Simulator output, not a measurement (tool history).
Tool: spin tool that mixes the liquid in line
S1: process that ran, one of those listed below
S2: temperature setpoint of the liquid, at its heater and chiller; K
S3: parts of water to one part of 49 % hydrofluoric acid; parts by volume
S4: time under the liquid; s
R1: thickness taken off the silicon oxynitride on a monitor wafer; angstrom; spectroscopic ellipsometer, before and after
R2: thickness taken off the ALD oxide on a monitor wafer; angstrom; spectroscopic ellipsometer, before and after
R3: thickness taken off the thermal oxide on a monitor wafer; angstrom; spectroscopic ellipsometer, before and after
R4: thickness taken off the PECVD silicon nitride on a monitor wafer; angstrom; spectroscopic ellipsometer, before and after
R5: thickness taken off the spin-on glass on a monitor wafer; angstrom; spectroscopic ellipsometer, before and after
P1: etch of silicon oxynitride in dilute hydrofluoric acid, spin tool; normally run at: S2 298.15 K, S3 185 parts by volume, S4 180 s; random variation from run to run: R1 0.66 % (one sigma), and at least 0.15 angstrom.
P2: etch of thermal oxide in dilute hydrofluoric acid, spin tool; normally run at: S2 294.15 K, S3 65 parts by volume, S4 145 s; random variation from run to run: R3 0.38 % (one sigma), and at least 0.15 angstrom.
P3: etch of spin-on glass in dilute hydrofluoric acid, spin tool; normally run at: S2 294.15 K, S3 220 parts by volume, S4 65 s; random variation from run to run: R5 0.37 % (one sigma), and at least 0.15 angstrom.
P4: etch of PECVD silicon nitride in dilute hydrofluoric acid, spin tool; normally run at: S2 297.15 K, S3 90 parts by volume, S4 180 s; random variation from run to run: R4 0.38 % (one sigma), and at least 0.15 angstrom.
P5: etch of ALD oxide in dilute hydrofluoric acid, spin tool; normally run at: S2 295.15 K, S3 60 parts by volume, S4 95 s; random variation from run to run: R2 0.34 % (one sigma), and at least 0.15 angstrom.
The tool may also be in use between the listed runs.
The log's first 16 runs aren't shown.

run   hour  S1      S2   S3   S4       R1       R2      R3       R4       R5
 17  147.7  P1  298.15  185   45   8.0582
 18  155.1  P2  294.15   65  145                    98.822
 19  161.7  P4  297.15   90  295                            120.790
 20  168.1  P1  298.15  185  180  33.7120
     168.8  -- hydrofluoric acid flow meter replaced
 21  174.4  P3  294.15   55   65                                     491.670
 22  179.8  P5  295.15   60   95           180.570
 23  185.3  P1  298.15  265   80   9.8605
 24  194.4  P1  298.15  325  180  16.6460
 25  202.8  P1  298.15  185  300  55.9840
 26  209.8  P3  294.15  220   15                                      23.601
 27  216.3  P4  303.65   90  180                            112.480
 28  223.6  P1  293.65  185  180  27.1300
 29  229.6  P3  290.15  220   65                                      87.893
 30  236.3  P2  290.15   65  145                    82.971
 31  244.4  P5  295.15   60   95           181.560
 32  253.7  P1  298.15  185  180  33.2890
 33  263.9  P1  298.15  185  180  34.4800
 34  273.7  P1  298.15  185  180  35.8360

The next listed run, before its measurement:
 35  280.9  P1  298.15  185  180   ?

{"run 35": {"R1": 35.715}}
